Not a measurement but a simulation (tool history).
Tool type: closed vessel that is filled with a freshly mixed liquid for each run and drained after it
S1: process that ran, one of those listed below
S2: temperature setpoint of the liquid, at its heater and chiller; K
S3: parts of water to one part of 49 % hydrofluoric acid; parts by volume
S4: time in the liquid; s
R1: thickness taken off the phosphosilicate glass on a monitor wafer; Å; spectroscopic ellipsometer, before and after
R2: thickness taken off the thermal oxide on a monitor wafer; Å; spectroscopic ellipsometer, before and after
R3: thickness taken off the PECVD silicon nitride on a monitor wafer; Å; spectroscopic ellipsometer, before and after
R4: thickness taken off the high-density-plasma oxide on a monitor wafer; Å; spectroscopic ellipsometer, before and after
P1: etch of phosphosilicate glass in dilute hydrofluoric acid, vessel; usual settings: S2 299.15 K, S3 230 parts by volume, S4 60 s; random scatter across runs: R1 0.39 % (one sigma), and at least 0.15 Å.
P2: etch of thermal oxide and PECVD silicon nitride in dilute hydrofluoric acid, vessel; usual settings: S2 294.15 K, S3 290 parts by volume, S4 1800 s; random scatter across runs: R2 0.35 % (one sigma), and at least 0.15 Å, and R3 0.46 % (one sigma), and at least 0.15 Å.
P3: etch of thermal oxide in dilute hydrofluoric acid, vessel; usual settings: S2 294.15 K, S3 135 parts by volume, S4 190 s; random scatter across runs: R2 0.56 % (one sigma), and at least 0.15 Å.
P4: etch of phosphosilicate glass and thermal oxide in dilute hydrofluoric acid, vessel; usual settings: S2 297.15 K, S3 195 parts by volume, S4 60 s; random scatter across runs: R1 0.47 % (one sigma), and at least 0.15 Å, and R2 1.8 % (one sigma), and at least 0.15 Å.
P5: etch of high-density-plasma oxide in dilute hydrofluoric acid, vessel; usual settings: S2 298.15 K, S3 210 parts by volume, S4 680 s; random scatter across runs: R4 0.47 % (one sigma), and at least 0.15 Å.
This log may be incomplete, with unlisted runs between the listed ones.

run   hour  S1      S2   S3    S4      R1      R2      R3      R4
  1    5.9  P1  299.15  230    60  391.03
  2   15.8  P1  299.15  115    60  895.07
  3   25.3  P2  290.15  290  1800          186.55  178.76
  4     36  P1  299.15  230    60  390.98
  5   42.2  P3  290.15  135   190          46.159
  6   48.5  P5  298.15  380   680                           68.77
  7   58.3  P4  301.65  195    60  334.63  15.727
  8   69.5  P4  297.15  195    60  286.08  14.084
  9   76.8  P1  299.15  320    60  254.89
 10   89.1  P3  294.15  135    75           21.11
 11   95.2  P5  298.15  210  1210                          262.07
 12  103.4  P1  299.15  230    60  391.47
 13  109.7  P1  307.15  230    60  515.17
 14  116.1  P4  297.15  195   105  496.47  24.164
 15  126.4  P3  294.15  135   190            53.6
 16  139.2  P3  294.15  135   190          53.936
 17    148  P5  305.65  210   680                          192.74
 18  160.7  P2  294.15  290  3220          385.44  412.57
 19  173.5  P1  299.15  230    30  196.24
 20  179.3  P1  299.15  230   110  722.24
 21    187  P2  294.15  100  1800          764.77  652.93
 22  197.6  P1  293.15  230    60  315.31
 23  209.5  P2  294.15  290  1800          216.35  232.93
 24  218.2  P5  298.15  210   680                          146.42
 25  224.9  P1  305.15  410    60  222.06
 26  237.3  P1  302.65   95    60  1277.3
 27  244.2  P4  297.15  350    60  135.68  6.4265
 28  254.6  P3  294.15  245   190          26.685
 29  265.4  P1  299.15  230    60  391.16
 30  274.9  P1  299.15  230    60   391.1
 31  284.5  P1  299.15  230    60  385.59
 32  290.3  P1  299.15  230    60  377.67
 33    300  P1  299.15  230    60  378.39
 34  308.9  P1  299.15  230    60  371.76
 35  316.8  P1  299.15  230    60   371.4

Forecast run 36:
 36  329.2  P1  299.15  230  60   ?

Run 36 produced R1 371.35 Å.
